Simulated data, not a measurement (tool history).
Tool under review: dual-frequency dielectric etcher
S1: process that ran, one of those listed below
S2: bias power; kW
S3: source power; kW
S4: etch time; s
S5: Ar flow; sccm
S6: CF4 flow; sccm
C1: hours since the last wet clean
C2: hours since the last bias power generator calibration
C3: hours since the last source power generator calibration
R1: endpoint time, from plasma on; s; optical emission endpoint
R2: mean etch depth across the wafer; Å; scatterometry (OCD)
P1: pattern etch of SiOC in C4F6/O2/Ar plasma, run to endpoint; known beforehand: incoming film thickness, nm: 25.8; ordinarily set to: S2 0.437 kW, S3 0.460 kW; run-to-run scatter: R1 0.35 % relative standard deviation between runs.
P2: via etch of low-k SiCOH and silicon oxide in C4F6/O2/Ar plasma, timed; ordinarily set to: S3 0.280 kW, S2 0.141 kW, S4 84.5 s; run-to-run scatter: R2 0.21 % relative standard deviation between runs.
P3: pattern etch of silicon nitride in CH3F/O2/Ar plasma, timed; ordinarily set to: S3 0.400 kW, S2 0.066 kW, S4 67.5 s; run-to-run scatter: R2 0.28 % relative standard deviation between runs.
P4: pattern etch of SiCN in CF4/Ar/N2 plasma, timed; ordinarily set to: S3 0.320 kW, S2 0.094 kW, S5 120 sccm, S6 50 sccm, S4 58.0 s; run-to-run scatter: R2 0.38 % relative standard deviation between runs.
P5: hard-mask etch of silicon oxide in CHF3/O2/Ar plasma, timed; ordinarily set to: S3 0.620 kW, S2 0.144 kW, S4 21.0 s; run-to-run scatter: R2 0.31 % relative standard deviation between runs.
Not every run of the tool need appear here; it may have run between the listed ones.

run,hour,S1,S2,S3,S4,S5,S6,C1,C2,C3,R1,R2
1,15.7,P1,0.437,0.460,,,,279.4,1037.2,2241.4,8.3349,
2,27.4,P5,0.144,0.400,21.0,,,291.1,1048.9,2253.1,,334.67
3,40.5,P4,0.094,0.320,58.0,120,50,304.2,1062.0,2266.2,,378.74
4,51.0,P1,0.437,0.460,,,,314.7,1072.5,2276.7,8.3907,
5,63.2,P2,0.185,0.280,84.5,,,326.9,1084.7,2288.9,,2069.10
# hour 73.5: source power generator calibrated
6,74.0,P5,0.178,0.620,21.0,,,337.7,1095.5,0.5,,423.63
7,84.8,P4,0.094,0.320,58.0,165,50,348.5,1106.3,11.3,,361.03
8,94.2,P4,0.094,0.420,58.0,120,50,357.9,1115.7,20.7,,479.85
# hour 95.5: wet clean of the chamber
9,108.2,P2,0.141,0.380,84.5,,,12.8,1129.7,34.7,,2134.40
10,122.9,P1,0.352,0.640,,,,27.5,1144.4,49.4,7.9460,
11,137.5,P3,0.066,0.400,67.5,,,42.1,1159.0,64.0,,447.17
12,147.0,P3,0.066,0.400,51.5,,,51.6,1168.5,73.5,,339.63
13,158.8,P1,0.314,0.460,,,,63.4,1180.3,85.3,9.4292,
14,168.3,P4,0.094,0.320,58.0,120,37,72.9,1189.8,94.8,,361.85
15,183.3,P1,0.437,0.460,,,,87.9,1204.8,109.8,8.3419,
16,193.8,P4,0.094,0.320,38.0,120,50,98.4,1215.3,120.3,,247.88
17,208.1,P5,0.144,0.620,15.0,,,112.7,1229.6,134.6,,281.16
18,216.9,P3,0.041,0.400,67.5,,,121.5,1238.4,143.4,,385.99
19,228.3,P3,0.066,0.550,67.5,,,132.9,1249.8,154.8,,505.47
20,238.8,P1,0.437,0.460,,,,143.4,1260.3,165.3,8.2947,
21,253.2,P2,0.141,0.280,84.5,,,157.8,1274.7,179.7,,1894.40
22,265.2,P2,0.141,0.280,48.5,,,169.8,1286.7,191.7,,1086.60
23,277.8,P4,0.116,0.320,58.0,120,50,182.4,1299.3,204.3,,410.79
24,290.8,P2,0.141,0.280,84.5,,,195.4,1312.3,217.3,,1896.10
25,301.4,P5,0.144,0.620,21.0,,,206.0,1322.9,227.9,,397.06
26,314.6,P1,0.283,0.550,,,,219.2,1336.1,241.1,9.0688,
27,329.1,P1,0.437,0.460,,,,233.7,1350.6,255.6,8.3143,
28,340.2,P1,0.437,0.350,,,,244.8,1361.7,266.7,9.2320,
29,347.9,P1,0.437,0.560,,,,252.5,1369.4,274.4,7.7743,
30,359.4,P1,0.437,0.460,,,,264.0,1380.9,285.9,8.3375,
31,366.9,P1,0.535,0.460,,,,271.5,1388.4,293.4,7.7686,
32,381.1,P1,0.345,0.610,,,,285.7,1402.6,307.6,8.1592,
33,390.4,P1,0.437,0.460,,,,295.0,1411.9,316.9,8.3344,
34,405.1,P1,0.437,0.460,,,,309.7,1426.6,331.6,8.4075,
35,413.6,P1,0.437,0.460,,,,318.2,1435.1,340.1,8.3961,
36,422.8,P1,0.437,0.460,,,,327.4,1444.3,349.3,8.4970,
37,434.6,P1,0.437,0.460,,,,339.2,1456.1,361.1,8.4390,
38,447.0,P1,0.437,0.460,,,,351.6,1468.5,373.5,8.5156,
# hour 454.2: wet clean of the chamber
39,458.9,P1,0.437,0.460,,,,4.8,1480.4,385.4,8.4581,
40,469.7,P1,0.437,0.460,,,,15.6,1491.2,396.2,8.4649,
41,484.5,P1,0.437,0.460,,,,30.4,1506.0,411.0,8.5287,
42,499.9,P1,0.437,0.460,,,,45.8,1521.4,426.4,8.4632,

The output of P1 has drifted from where it used to be. Each of the 2 causes below, taken at the size shown beside it, accounts for the log equally well:
A: bias power that arrives under what is set, % = 4.74
B: source power that arrives under what is set, % = 4.61
The creep began at about hour 390.4.
Excluded causes, each with its reason:
chamber walls in a state that lowers the etch rate, %: serviced at hour 454.2, after the change had begun; the process did not return to its earlier output

Below are 4 check runs, each averaged over 2 wafers, with their results shown as question marks. Which of them would give clearly different results depending on which cause is behind the drift?
check 1,515.3,P2,0.141,0.280,84.5,,,,,,,?
check 2,515.3,P4,0.094,0.320,58.0,120,50,,,,,?
check 3,515.3,P3,0.066,0.400,67.5,,,,,,,?
check 4,515.3,P5,0.144,0.620,21.0,,,,,,,?

Outcome of each check run for each possible cause:
check,result,if A,if B
check 1,R2,1864.50,1857.70
check 2,R2,370.97,363.18
check 3,R2,440.06,439.27
check 4,R2,389.69,388.58
How far apart the two closest causes lie, in the result that separates them most: check 1 0.37 %; check 2 2.12 %; check 3 0.18 %; check 4 0.29 %
The causes can be told apart only by check 2. The other checks would give nearly the same results under each of them.

After running check 2, the following was obtained: R2 369.59 Å. Which cause does this point to?

A is the cause: bias power that arrives under what is set, %.
